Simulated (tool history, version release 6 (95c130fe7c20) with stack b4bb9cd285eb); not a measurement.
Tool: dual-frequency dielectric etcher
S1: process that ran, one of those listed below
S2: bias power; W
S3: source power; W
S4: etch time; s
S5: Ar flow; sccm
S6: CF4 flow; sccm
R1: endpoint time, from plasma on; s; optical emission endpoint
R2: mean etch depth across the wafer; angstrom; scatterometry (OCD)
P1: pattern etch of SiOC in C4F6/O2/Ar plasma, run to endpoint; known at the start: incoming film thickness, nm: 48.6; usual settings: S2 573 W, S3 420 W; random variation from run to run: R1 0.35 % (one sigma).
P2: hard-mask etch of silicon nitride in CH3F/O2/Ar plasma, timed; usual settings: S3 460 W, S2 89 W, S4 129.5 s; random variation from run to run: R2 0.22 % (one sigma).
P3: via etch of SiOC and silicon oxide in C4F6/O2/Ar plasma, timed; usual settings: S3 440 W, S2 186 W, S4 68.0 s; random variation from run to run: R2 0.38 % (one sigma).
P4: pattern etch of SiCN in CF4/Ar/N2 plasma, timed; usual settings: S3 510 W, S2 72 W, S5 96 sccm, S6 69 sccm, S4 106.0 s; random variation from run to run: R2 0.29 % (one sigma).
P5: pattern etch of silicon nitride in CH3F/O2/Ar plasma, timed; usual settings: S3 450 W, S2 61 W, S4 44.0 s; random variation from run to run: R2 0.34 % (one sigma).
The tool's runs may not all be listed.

run 1 hour=4.7 | S1=P1 S2=573 S3=420 | R1=15.114
run 2 hour=8.7 | S1=P1 S2=364 S3=320 | R1=19.864
run 3 hour=13.5 | S1=P3 S2=186 S3=440 S4=68.0 | R2=806.34
run 4 hour=16.0 | S1=P2 S2=89 S3=460 S4=129.5 | R2=1024.50
run 5 hour=21.0 | S1=P3 S2=186 S3=560 S4=68.0 | R2=878.30
run 6 hour=25.4 | S1=P3 S2=147 S3=440 S4=68.0 | R2=747.73
run 7 hour=28.8 | S1=P1 S2=708 S3=520 | R1=12.941
run 8 hour=31.8 | S1=P2 S2=89 S3=650 S4=129.5 | R2=1166.90
run 9 hour=35.9 | S1=P4 S2=72 S3=510 S4=106.0 S5=96 S6=89 | R2=1067.50
run 10 hour=39.1 | S1=P4 S2=72 S3=510 S4=138.0 S5=96 S6=69 | R2=1336.70
run 11 hour=41.5 | S1=P5 S2=75 S3=450 S4=44.0 | R2=338.46
run 12 hour=44.1 | S1=P4 S2=72 S3=700 S4=106.0 S5=96 S6=69 | R2=1369.30
run 13 hour=46.4 | S1=P1 S2=573 S3=420 | R1=15.176
run 14 hour=50.0 | S1=P5 S2=61 S3=450 S4=44.0 | R2=313.26
run 15 hour=53.7 | S1=P1 S2=799 S3=420 | R1=13.420
run 16 hour=58.5 | S1=P1 S2=573 S3=420 | R1=15.165
run 17 hour=61.5 | S1=P1 S2=573 S3=420 | R1=15.163
run 18 hour=64.1 | S1=P5 S2=61 S3=450 S4=27.0 | R2=193.17
run 19 hour=67.3 | S1=P1 S2=573 S3=520 | R1=14.074
run 20 hour=72.2 | S1=P2 S2=89 S3=460 S4=129.5 | R2=1021.60
run 21 hour=76.8 | S1=P4 S2=56 S3=510 S4=106.0 S5=96 S6=69 | R2=946.69
run 22 hour=80.4 | S1=P4 S2=72 S3=510 S4=106.0 S5=131 S6=69 | R2=983.61
run 23 hour=84.7 | S1=P5 S2=61 S3=590 S4=44.0 | R2=350.25
run 24 hour=88.3 | S1=P4 S2=72 S3=510 S4=106.0 S5=96 S6=69 | R2=1035.60
run 25 hour=92.4 | S1=P1 S2=415 S3=580 | R1=15.241
run 26 hour=95.7 | S1=P3 S2=186 S3=440 S4=92.5 | R2=1096.30
run 27 hour=98.8 | S1=P1 S2=400 S3=420 | R1=17.409
run 28 hour=101.9 | S1=P1 S2=573 S3=420 | R1=15.220
run 29 hour=106.8 | S1=P1 S2=573 S3=320 | R1=16.809
run 30 hour=111.5 | S1=P2 S2=89 S3=460 S4=76.5 | R2=604.64
run 31 hour=114.4 | S1=P2 S2=71 S3=460 S4=129.5 | R2=948.60
run 32 hour=118.4 | S1=P1 S2=573 S3=420 | R1=15.204
run 33 hour=121.4 | S1=P1 S2=573 S3=420 | R1=15.311
run 34 hour=125.1 | S1=P1 S2=573 S3=420 | R1=15.368
run 35 hour=128.0 | S1=P1 S2=573 S3=420 | R1=15.352
run 36 hour=130.7 | S1=P1 S2=573 S3=420 | R1=15.337
run 37 hour=134.4 | S1=P1 S2=573 S3=420 | R1=15.380
-- hour=139.2 wet clean of the chamber
run 38 hour=139.5 | S1=P1 S2=573 S3=420 | R1=15.361
run 39 hour=143.8 | S1=P1 S2=573 S3=420 | R1=15.482
run 40 hour=148.0 | S1=P1 S2=573 S3=420 | R1=15.419
run 41 hour=152.9 | S1=P1 S2=573 S3=420 | R1=15.523

What P1 gives has crept away from where it was. These 2 causes fit the log equally well, each at the size given:
A: source power that arrives under what is set, % = 4.63
B: bias power that arrives under what is set, % = 4.49
The creep began at about hour 118.4.
Why every other cause is out:
chamber walls in a state that lowers the etch rate, %: serviced at hour 139.2, which brought nothing back

4 check runs are offered, one wafer each, their results left as question marks. Which one tells the causes apart?
run check 1 hour=157.8 | S1=P5 S2=61 S3=450 S4=44.0 | R2=?
run check 2 hour=157.8 | S1=P2 S2=89 S3=460 S4=129.5 | R2=?
run check 3 hour=157.8 | S1=P4 S2=72 S3=510 S4=106.0 S5=96 S6=69 | R2=?
run check 4 hour=157.8 | S1=P3 S2=186 S3=440 S4=68.0 | R2=?

What each check would give under each cause:
check=check_1 result=R2 if_A=309.50 if_B=310.53
check=check_2 result=R2 if_A=1007.80 if_B=1009.30
check=check_3 result=R2 if_A=989.02 if_B=1015.10
check=check_4 result=R2 if_A=790.10 if_B=792.98
How far apart the two closest causes lie, in the result that separates them most: check 1 0.33 %; check 2 0.15 %; check 3 2.61 %; check 4 0.36 %
Check 3 tells the causes apart: in the others they would give nearly the same result.

Then check 3 was run and gave: R2 989.72 angstrom. Which cause is it?

It is A: source power that arrives under what is set, %.

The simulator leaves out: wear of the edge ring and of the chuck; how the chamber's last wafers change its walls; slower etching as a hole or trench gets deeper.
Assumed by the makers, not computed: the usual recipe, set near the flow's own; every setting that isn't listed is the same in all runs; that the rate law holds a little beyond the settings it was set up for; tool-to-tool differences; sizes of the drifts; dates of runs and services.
